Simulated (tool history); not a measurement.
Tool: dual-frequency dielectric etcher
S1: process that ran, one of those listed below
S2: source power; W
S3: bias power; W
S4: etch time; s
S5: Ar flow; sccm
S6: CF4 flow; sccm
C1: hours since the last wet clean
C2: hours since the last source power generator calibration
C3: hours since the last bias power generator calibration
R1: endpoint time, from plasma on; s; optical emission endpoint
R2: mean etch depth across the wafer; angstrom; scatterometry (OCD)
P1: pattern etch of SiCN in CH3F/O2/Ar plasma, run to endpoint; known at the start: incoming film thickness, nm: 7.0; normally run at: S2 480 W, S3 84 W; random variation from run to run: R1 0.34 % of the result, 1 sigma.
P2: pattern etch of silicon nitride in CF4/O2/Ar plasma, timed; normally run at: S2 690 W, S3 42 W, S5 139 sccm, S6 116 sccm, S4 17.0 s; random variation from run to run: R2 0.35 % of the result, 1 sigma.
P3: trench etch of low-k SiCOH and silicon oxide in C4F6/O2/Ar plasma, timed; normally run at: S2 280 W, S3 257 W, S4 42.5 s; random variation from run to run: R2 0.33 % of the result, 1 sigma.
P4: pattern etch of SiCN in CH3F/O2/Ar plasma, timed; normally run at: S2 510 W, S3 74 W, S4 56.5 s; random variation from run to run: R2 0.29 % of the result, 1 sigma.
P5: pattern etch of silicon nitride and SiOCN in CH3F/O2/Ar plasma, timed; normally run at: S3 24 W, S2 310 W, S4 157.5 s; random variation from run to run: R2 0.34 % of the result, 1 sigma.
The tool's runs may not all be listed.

run,hour,S1,S2,S3,S4,S5,S6,C1,C2,C3,R1,R2
1,12.7,P1,480,84,,,,252.8,2311.2,883.1,16.706,
2,24.9,P1,480,84,,,,265.0,2323.4,895.3,16.764,
3,39.3,P1,340,105,,,,279.4,2337.8,909.7,17.462,
4,53.7,P5,310,24,157.5,,,293.8,2352.2,924.1,,198.10
5,64.1,P2,690,42,17.0,139,80,304.2,2362.6,934.5,,381.48
6,78.7,P2,690,42,17.0,139,116,318.8,2377.2,949.1,,400.25
7,87.5,P5,310,33,157.5,,,327.6,2386.0,957.9,,231.33
8,94.7,P2,930,42,17.0,139,116,334.8,2393.2,965.1,,525.43
9,103.1,P1,480,84,,,,343.2,2401.6,973.5,16.714,
10,117.2,P4,650,74,56.5,,,357.3,2415.7,987.6,,245.39
11,125.0,P2,690,42,23.0,139,116,365.1,2423.5,995.4,,542.72
12,134.3,P1,480,58,,,,374.4,2432.8,1004.7,19.012,
13,142.4,P1,670,84,,,,382.5,2440.9,1012.8,14.817,
14,153.4,P3,280,343,42.5,,,393.5,2451.9,1023.8,,1504.90
15,164.1,P1,480,84,,,,404.2,2462.6,1034.5,16.678,
16,175.9,P3,280,257,42.5,,,416.0,2474.4,1046.3,,1359.70
17,184.4,P5,430,24,157.5,,,424.5,2482.9,1054.8,,221.53
18,194.5,P2,690,55,17.0,139,116,434.6,2493.0,1064.9,,447.04
19,207.5,P4,510,94,56.5,,,447.6,2506.0,1077.9,,244.26
# hour 213.5: wet clean of the chamber
20,214.7,P4,510,74,56.5,,,1.2,2513.2,1085.1,,225.20
21,228.6,P3,280,257,59.0,,,15.1,2527.1,1099.0,,1891.40
22,235.9,P1,350,98,,,,22.4,2534.4,1106.3,17.709,
23,243.3,P1,480,84,,,,29.8,2541.8,1113.7,16.785,
24,257.1,P5,310,24,157.5,,,43.6,2555.6,1127.5,,199.64
25,272.5,P1,660,117,,,,59.0,2571.0,1142.9,13.179,
26,282.2,P4,510,74,81.0,,,68.7,2580.7,1152.6,,320.00
27,291.8,P1,480,107,,,,78.3,2590.3,1162.2,15.264,
28,306.6,P1,300,84,,,,93.1,2605.1,1177.0,20.081,
29,319.2,P5,310,24,86.5,,,105.7,2617.7,1189.6,,109.83
30,332.2,P1,480,84,,,,118.7,2630.7,1202.6,16.744,
31,341.7,P3,170,257,42.5,,,128.2,2640.2,1212.1,,1125.80
32,350.1,P2,690,42,17.0,105,116,136.6,2648.6,1220.5,,421.08
33,363.2,P1,480,84,,,,149.7,2661.7,1233.6,16.646,
34,370.1,P1,480,84,,,,156.6,2668.6,1240.5,16.891,
35,384.9,P1,480,84,,,,171.4,2683.4,1255.3,16.888,
36,396.5,P1,480,84,,,,183.0,2695.0,1266.9,17.114,
# hour 402.8: wet clean of the chamber
37,411.4,P1,480,84,,,,8.7,2709.9,1281.8,16.965,
38,423.9,P1,480,84,,,,21.2,2722.4,1294.3,17.027,
39,431.5,P1,480,84,,,,28.8,2730.0,1301.9,16.940,

What P1 gives has crept away from where it was. These 2 causes fit the log equally well, each at the size given:
A: source power that arrives under what is set, % = 4.45
B: bias power that arrives under what is set, % = 4.63
The creep began at about hour 363.2.
Why every other cause is out:
chamber walls in a state that lowers the etch rate, %: serviced at hour 402.8, which brought nothing back

4 check runs are offered, each on 2 wafers whose results are averaged, their results left as question marks. Which one tells the causes apart?
check 1,439.1,P2,690,42,22.0,139,116,,,,,?
check 2,439.1,P3,190,257,58.0,,,,,,,?
check 3,439.1,P5,380,24,157.5,,,,,,,?
check 4,439.1,P4,590,74,56.5,,,,,,,?

What each check would give under each cause:
check,result,if A,if B
check 1,R2,500.71,512.31
check 2,R2,1577.60,1578.10
check 3,R2,209.97,208.76
check 4,R2,232.58,232.80
How far apart the two closest causes lie, in the result that separates them most: check 1 2.29 %; check 2 0.03 %; check 3 0.58 %; check 4 0.1 %
Check 1 tells the causes apart: in the others they would give nearly the same result.

Then check 1 was run and gave: R2 501.01 angstrom. Which cause is it?

It is A: source power that arrives under what is set, %.
